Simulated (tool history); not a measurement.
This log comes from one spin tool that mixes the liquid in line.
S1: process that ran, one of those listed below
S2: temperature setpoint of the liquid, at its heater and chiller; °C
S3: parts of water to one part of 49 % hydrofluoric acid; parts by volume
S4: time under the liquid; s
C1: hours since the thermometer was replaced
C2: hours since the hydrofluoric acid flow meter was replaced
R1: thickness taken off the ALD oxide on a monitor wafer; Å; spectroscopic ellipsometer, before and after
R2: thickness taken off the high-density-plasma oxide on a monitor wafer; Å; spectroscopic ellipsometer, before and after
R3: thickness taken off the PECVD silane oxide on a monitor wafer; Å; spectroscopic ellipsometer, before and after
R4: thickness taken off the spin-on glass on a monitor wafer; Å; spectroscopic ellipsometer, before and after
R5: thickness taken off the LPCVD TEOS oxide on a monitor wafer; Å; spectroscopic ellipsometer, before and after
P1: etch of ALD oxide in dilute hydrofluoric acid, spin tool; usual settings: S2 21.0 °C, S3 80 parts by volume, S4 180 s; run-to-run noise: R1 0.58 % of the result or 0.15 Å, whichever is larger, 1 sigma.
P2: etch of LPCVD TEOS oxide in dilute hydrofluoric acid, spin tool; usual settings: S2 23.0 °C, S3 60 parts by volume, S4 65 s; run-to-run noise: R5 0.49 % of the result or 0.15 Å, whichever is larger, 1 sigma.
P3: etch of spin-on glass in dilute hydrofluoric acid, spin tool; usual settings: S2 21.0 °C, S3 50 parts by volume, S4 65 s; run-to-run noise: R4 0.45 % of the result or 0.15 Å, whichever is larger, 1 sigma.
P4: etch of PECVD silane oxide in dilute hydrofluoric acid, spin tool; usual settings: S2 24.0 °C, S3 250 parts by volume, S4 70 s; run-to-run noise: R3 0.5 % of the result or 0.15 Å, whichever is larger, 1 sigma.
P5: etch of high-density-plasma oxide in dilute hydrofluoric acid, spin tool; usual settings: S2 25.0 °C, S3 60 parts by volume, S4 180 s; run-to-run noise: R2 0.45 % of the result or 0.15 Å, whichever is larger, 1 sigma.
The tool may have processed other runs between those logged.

{"run": 1, "hour": 13.3, "S1": "P1", "S2": 21.0, "S3": 80, "S4": 180, "C1": 283.8, "C2": 397.0, "R1": 221.96}
{"run": 2, "hour": 24.9, "S1": "P5", "S2": 18.0, "S3": 60, "S4": 180, "C1": 295.4, "C2": 408.6, "R2": 141.7}
{"run": 3, "hour": 31.5, "S1": "P4", "S2": 24.0, "S3": 250, "S4": 70, "C1": 302.0, "C2": 415.2, "R3": 40.918}
{"run": 4, "hour": 39.4, "S1": "P1", "S2": 28.5, "S3": 80, "S4": 180, "C1": 309.9, "C2": 423.1, "R1": 300.61}
{"run": 5, "hour": 49.6, "S1": "P1", "S2": 21.0, "S3": 80, "S4": 275, "C1": 320.1, "C2": 433.3, "R1": 342.66}
{"run": 6, "hour": 56.7, "S1": "P4", "S2": 24.0, "S3": 250, "S4": 135, "C1": 327.2, "C2": 440.4, "R3": 79.482}
{"run": 7, "hour": 63.1, "S1": "P5", "S2": 25.0, "S3": 60, "S4": 180, "C1": 333.6, "C2": 446.8, "R2": 190.18}
{"run": 8, "hour": 76.9, "S1": "P3", "S2": 27.5, "S3": 50, "S4": 65, "C1": 347.4, "C2": 460.6, "R4": 384.84}
{"run": 9, "hour": 90.0, "S1": "P3", "S2": 21.0, "S3": 50, "S4": 65, "C1": 360.5, "C2": 473.7, "R4": 295.0}
{"run": 10, "hour": 98.7, "S1": "P1", "S2": 21.0, "S3": 20, "S4": 40, "C1": 369.2, "C2": 482.4, "R1": 213.43}
{"run": 11, "hour": 107.8, "S1": "P1", "S2": 21.0, "S3": 80, "S4": 180, "C1": 378.3, "C2": 491.5, "R1": 225.65}
{"run": 12, "hour": 121.7, "S1": "P4", "S2": 19.5, "S3": 250, "S4": 70, "C1": 392.2, "C2": 505.4, "R3": 34.832}
{"run": 13, "hour": 131.6, "S1": "P4", "S2": 24.0, "S3": 455, "S4": 70, "C1": 402.1, "C2": 515.3, "R3": 18.824}
{"run": 14, "hour": 140.1, "S1": "P5", "S2": 25.0, "S3": 100, "S4": 180, "C1": 410.6, "C2": 523.8, "R2": 108.94}
{"run": 15, "hour": 153.8, "S1": "P1", "S2": 21.0, "S3": 80, "S4": 180, "C1": 424.3, "C2": 537.5, "R1": 225.71}
{"run": 16, "hour": 163.8, "S1": "P3", "S2": 21.0, "S3": 90, "S4": 65, "C1": 434.3, "C2": 547.5, "R4": 157.67}
{"run": 17, "hour": 175.6, "S1": "P1", "S2": 25.5, "S3": 80, "S4": 105, "C1": 446.1, "C2": 559.3, "R1": 156.91}
{"run": 18, "hour": 188.8, "S1": "P1", "S2": 21.0, "S3": 80, "S4": 180, "C1": 459.3, "C2": 572.5, "R1": 223.85}
{"run": 19, "hour": 196.9, "S1": "P1", "S2": 17.0, "S3": 80, "S4": 180, "C1": 467.4, "C2": 580.6, "R1": 187.23}
{"run": 20, "hour": 207.0, "S1": "P2", "S2": 23.0, "S3": 60, "S4": 65, "C1": 477.5, "C2": 590.7, "R5": 622.82}
{"run": 21, "hour": 220.4, "S1": "P1", "S2": 21.0, "S3": 80, "S4": 180, "C1": 490.9, "C2": 604.1, "R1": 225.41}
{"run": 22, "hour": 227.2, "S1": "P5", "S2": 25.0, "S3": 60, "S4": 50, "C1": 497.7, "C2": 610.9, "R2": 52.69}
{"run": 23, "hour": 240.5, "S1": "P1", "S2": 21.0, "S3": 125, "S4": 180, "C1": 511.0, "C2": 624.2, "R1": 136.07}
{"run": 24, "hour": 247.1, "S1": "P2", "S2": 26.5, "S3": 60, "S4": 65, "C1": 517.6, "C2": 630.8, "R5": 713.27}
{"run": 25, "hour": 259.4, "S1": "P1", "S2": 21.0, "S3": 20, "S4": 180, "C1": 529.9, "C2": 643.1, "R1": 957.11}
{"run": 26, "hour": 268.8, "S1": "P2", "S2": 23.0, "S3": 105, "S4": 65, "C1": 539.3, "C2": 652.5, "R5": 336.35}
{"run": 27, "hour": 277.1, "S1": "P3", "S2": 21.0, "S3": 50, "S4": 65, "C1": 547.6, "C2": 660.8, "R4": 294.49}
{"run": 28, "hour": 286.4, "S1": "P3", "S2": 21.0, "S3": 50, "S4": 95, "C1": 556.9, "C2": 670.1, "R4": 432.65}
{"run": 29, "hour": 295.2, "S1": "P1", "S2": 21.0, "S3": 80, "S4": 180, "C1": 565.7, "C2": 678.9, "R1": 223.01}
{"run": 30, "hour": 306.3, "S1": "P2", "S2": 23.0, "S3": 60, "S4": 100, "C1": 576.8, "C2": 690.0, "R5": 953.29}
{"run": 31, "hour": 315.2, "S1": "P1", "S2": 21.0, "S3": 80, "S4": 15, "C1": 585.7, "C2": 698.9, "R1": 18.651}
{"run": 32, "hour": 324.2, "S1": "P1", "S2": 21.0, "S3": 80, "S4": 180, "C1": 594.7, "C2": 707.9, "R1": 225.96}
{"run": 33, "hour": 331.7, "S1": "P1", "S2": 21.0, "S3": 80, "S4": 180, "C1": 602.2, "C2": 715.4, "R1": 230.3}
{"run": 34, "hour": 338.0, "S1": "P1", "S2": 21.0, "S3": 80, "S4": 180, "C1": 608.5, "C2": 721.7, "R1": 232.77}
{"run": 35, "hour": 345.2, "S1": "P1", "S2": 21.0, "S3": 80, "S4": 180, "C1": 615.7, "C2": 728.9, "R1": 236.35}
{"run": 36, "hour": 357.8, "S1": "P1", "S2": 21.0, "S3": 80, "S4": 180, "C1": 628.3, "C2": 741.5, "R1": 242.45}
{"run": 37, "hour": 371.4, "S1": "P1", "S2": 21.0, "S3": 80, "S4": 180, "C1": 641.9, "C2": 755.1, "R1": 243.56}
{"run": 38, "hour": 382.7, "S1": "P1", "S2": 21.0, "S3": 80, "S4": 180, "C1": 653.2, "C2": 766.4, "R1": 245.68}
{"run": 39, "hour": 391.9, "S1": "P1", "S2": 21.0, "S3": 80, "S4": 180, "C1": 662.4, "C2": 775.6, "R1": 244.78}
{"run": 40, "hour": 401.2, "S1": "P1", "S2": 21.0, "S3": 80, "S4": 180, "C1": 671.7, "C2": 784.9, "R1": 247.93}
{"run": 41, "hour": 407.6, "S1": "P1", "S2": 21.0, "S3": 80, "S4": 180, "C1": 678.1, "C2": 791.3, "R1": 247.07}
{"run": 42, "hour": 415.4, "S1": "P1", "S2": 21.0, "S3": 80, "S4": 180, "C1": 685.9, "C2": 799.1, "R1": 247.6}
{"run": 43, "hour": 428.6, "S1": "P1", "S2": 21.0, "S3": 80, "S4": 180, "C1": 699.1, "C2": 812.3, "R1": 246.37}

What P1 gives has crept off from where it sat before. The 2 causes that follow fit the log equally well, each at the size noted:
A: hydrofluoric acid flow above the setpoint (%) = 9.52
B: liquid hotter than its thermometer reads (K) = 2.43
The creep began at about hour 324.2.

Below are 4 check runs, each averaged over 2 wafers, with their results shown as question marks. Which of them would give clearly different results depending on which cause is behind the drift?
{"run": "check 1", "hour": 441.8, "S1": "P5", "S2": 20.5, "S3": 85, "S4": 180, "R2": "?"}
{"run": "check 2", "hour": 441.8, "S1": "P2", "S2": 23.0, "S3": 105, "S4": 65, "R5": "?"}
{"run": "check 3", "hour": 441.8, "S1": "P4", "S2": 24.0, "S3": 320, "S4": 70, "R3": "?"}
{"run": "check 4", "hour": 441.8, "S1": "P3", "S2": 25.5, "S3": 85, "S4": 65, "R4": "?"}

Predicted outcomes, by check and by cause:
check=check_1 result=R2 if_A=119.02 if_B=118.99
check=check_2 result=R5 if_A=369.53 if_B=367.25
check=check_3 result=R3 if_A=33.741 if_B=32.556
check=check_4 result=R4 if_A=220.81 if_B=219.58
Per check, the gap between the least separated pair of causes, taken in the result that splits them most: check 1 0.02 %; check 2 0.62 %; check 3 3.57 %; check 4 0.56 %
Check 3 is the one run that separates the causes; every other check would come out nearly the same whichever cause is at work.

Running check 3 produced the following: R3 32.663 Å. Which one of the listed causes fits?

The cause is B: liquid hotter than its thermometer reads (K).
